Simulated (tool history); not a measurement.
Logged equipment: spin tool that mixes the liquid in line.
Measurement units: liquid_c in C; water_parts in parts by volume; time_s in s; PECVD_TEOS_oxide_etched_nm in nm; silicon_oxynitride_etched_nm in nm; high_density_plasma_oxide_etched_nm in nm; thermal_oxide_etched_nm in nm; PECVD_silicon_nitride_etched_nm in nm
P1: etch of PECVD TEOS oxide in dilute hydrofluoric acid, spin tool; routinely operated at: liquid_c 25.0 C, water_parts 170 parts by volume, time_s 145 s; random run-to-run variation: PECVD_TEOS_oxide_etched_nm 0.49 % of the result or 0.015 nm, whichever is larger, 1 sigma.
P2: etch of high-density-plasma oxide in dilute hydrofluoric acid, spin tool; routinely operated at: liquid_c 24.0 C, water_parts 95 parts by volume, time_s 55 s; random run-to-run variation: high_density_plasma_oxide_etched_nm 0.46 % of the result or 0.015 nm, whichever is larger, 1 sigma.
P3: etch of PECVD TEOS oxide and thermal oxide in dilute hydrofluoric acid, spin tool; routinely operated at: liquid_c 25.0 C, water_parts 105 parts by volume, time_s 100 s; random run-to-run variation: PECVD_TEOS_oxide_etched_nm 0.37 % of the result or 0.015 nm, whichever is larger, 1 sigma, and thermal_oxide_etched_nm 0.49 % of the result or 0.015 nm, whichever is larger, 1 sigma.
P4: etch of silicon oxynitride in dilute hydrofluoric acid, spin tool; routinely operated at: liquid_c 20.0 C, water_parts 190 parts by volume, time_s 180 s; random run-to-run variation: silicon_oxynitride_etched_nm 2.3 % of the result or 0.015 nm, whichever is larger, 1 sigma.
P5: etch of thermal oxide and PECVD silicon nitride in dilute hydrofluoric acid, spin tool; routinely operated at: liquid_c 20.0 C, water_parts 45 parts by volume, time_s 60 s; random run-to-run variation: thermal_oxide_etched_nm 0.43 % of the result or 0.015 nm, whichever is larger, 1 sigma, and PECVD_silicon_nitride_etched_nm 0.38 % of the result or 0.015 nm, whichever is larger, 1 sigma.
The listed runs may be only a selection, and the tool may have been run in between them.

| run | hour | process | liquid_c | water_parts | time_s | hours since the thermometer was replaced | hours since the hydrofluoric acid flow meter was replaced | PECVD_TEOS_oxide_etched_nm | silicon_oxynitride_etched_nm | high_density_plasma_oxide_etched_nm | thermal_oxide_etched_nm | PECVD_silicon_nitride_etched_nm |
|---|---|---|---|---|---|---|---|---|---|---|---|---|
| 1 | 3.4 | P1 | 25.0 | 170 | 145 | 402.9 | 427.6 | 8.7618 |  |  |  |  |
| 2 | 6.9 | P1 | 25.0 | 170 | 145 | 406.4 | 431.1 | 8.6933 |  |  |  |  |
| 3 | 12.5 | P4 | 20.0 | 190 | 350 | 412.0 | 436.7 |  | 2.1243 |  |  |  |
| 4 | 17.0 | P2 | 24.0 | 95 | 80 | 416.5 | 441.2 |  |  | 6.7721 |  |  |
| 5 | 22.2 | P1 | 29.5 | 170 | 145 | 421.7 | 446.4 | 10.2700 |  |  |  |  |
| 6 | 24.9 | P3 | 17.0 | 105 | 100 | 424.4 | 449.1 | 10.6170 |  |  | 3.3055 |  |
| 7 | 30.2 | P2 | 30.5 | 95 | 55 | 429.7 | 454.4 |  |  | 6.0228 |  |  |
| 8 | 35.1 | P1 | 25.0 | 170 | 250 | 434.6 | 459.3 | 14.9710 |  |  |  |  |
| 9 | 38.1 | P4 | 20.0 | 45 | 180 | 437.6 | 462.3 |  | 5.0374 |  |  |  |
| 10 | 43.6 | P1 | 25.0 | 170 | 35 | 443.1 | 467.8 | 2.1159 |  |  |  |  |
| 11 | 46.3 | P4 | 24.5 | 190 | 180 | 445.8 | 470.5 |  | 1.2461 |  |  |  |
| 12 | 50.6 | P5 | 20.0 | 45 | 15 | 450.1 | 474.8 |  |  |  | 1.4126 | 1.3376 |
| 13 | 53.8 | P1 | 18.5 | 170 | 50 | 453.3 | 478.0 | 2.3268 |  |  |  |  |
| 14 | 59.5 | P5 | 20.0 | 45 | 60 | 459.0 | 483.7 |  |  |  | 5.6064 | 5.3157 |
| 15 | 64.0 | P1 | 25.0 | 300 | 145 | 463.5 | 488.2 | 4.2759 |  |  |  |  |
| 16 | 67.9 | P3 | 25.0 | 105 | 100 | 467.4 | 492.1 | 14.6710 |  |  | 4.6225 |  |
| 17 | 71.7 | P1 | 25.0 | 170 | 145 | 471.2 | 495.9 | 8.6727 |  |  |  |  |
| 18 | 74.4 | P1 | 25.0 | 100 | 145 | 473.9 | 498.6 | 15.9880 |  |  |  |  |
| 19 | 78.6 | P3 | 25.0 | 30 | 100 | 478.1 | 502.8 | 57.0150 |  |  | 17.6150 |  |
| 20 | 82.7 | P1 | 25.0 | 170 | 145 | 482.2 | 506.9 | 8.6981 |  |  |  |  |
| 21 | 87.9 | P1 | 25.0 | 170 | 145 | 487.4 | 512.1 | 8.6981 |  |  |  |  |
| 22 | 90.8 | P5 | 24.5 | 45 | 60 | 490.3 | 515.0 |  |  |  | 6.7573 | 7.2907 |
| 23 | 94.7 | P3 | 25.0 | 105 | 25 | 494.2 | 518.9 | 3.6479 |  |  | 1.1545 |  |
| 24 | 97.3 | P4 | 20.0 | 190 | 180 | 496.8 | 521.5 |  | 1.0666 |  |  |  |
| 25 | 102.8 | P1 | 17.5 | 170 | 145 | 502.3 | 527.0 | 6.4700 |  |  |  |  |
| 26 | 108.6 | P2 | 24.0 | 95 | 55 | 508.1 | 532.8 |  |  | 4.6487 |  |  |
|  | 111.0 | thermometer replaced |
| 27 | 114.1 | P3 | 25.0 | 105 | 100 | 3.1 | 538.3 | 14.8050 |  |  | 4.5797 |  |
| 28 | 118.4 | P2 | 24.0 | 165 | 55 | 7.4 | 542.6 |  |  | 2.4777 |  |  |
| 29 | 122.6 | P5 | 20.0 | 60 | 60 | 11.6 | 546.8 |  |  |  | 4.1533 | 4.0399 |
| 30 | 126.7 | P1 | 25.0 | 170 | 145 | 15.7 | 550.9 | 8.7486 |  |  |  |  |
| 31 | 131.1 | P1 | 25.0 | 170 | 145 | 20.1 | 555.3 | 8.9500 |  |  |  |  |
| 32 | 136.5 | P1 | 25.0 | 170 | 145 | 25.5 | 560.7 | 9.0884 |  |  |  |  |
| 33 | 139.9 | P1 | 25.0 | 170 | 145 | 28.9 | 564.1 | 9.1213 |  |  |  |  |
| 34 | 143.8 | P1 | 25.0 | 170 | 145 | 32.8 | 568.0 | 9.1525 |  |  |  |  |
| 35 | 149.0 | P1 | 25.0 | 170 | 145 | 38.0 | 573.2 | 9.2590 |  |  |  |  |
| 36 | 151.5 | P1 | 25.0 | 170 | 145 | 40.5 | 575.7 | 9.2340 |  |  |  |  |
| 37 | 155.5 | P1 | 25.0 | 170 | 145 | 44.5 | 579.7 | 9.2497 |  |  |  |  |

Forecast run 38:
| 38 | 158.2 | P1 | 25.0 | 170 | 145 | 47.2 | 582.4 | ? |  |  |  |  |

{"run 38": {"PECVD_TEOS_oxide_etched_nm": 9.2957}}
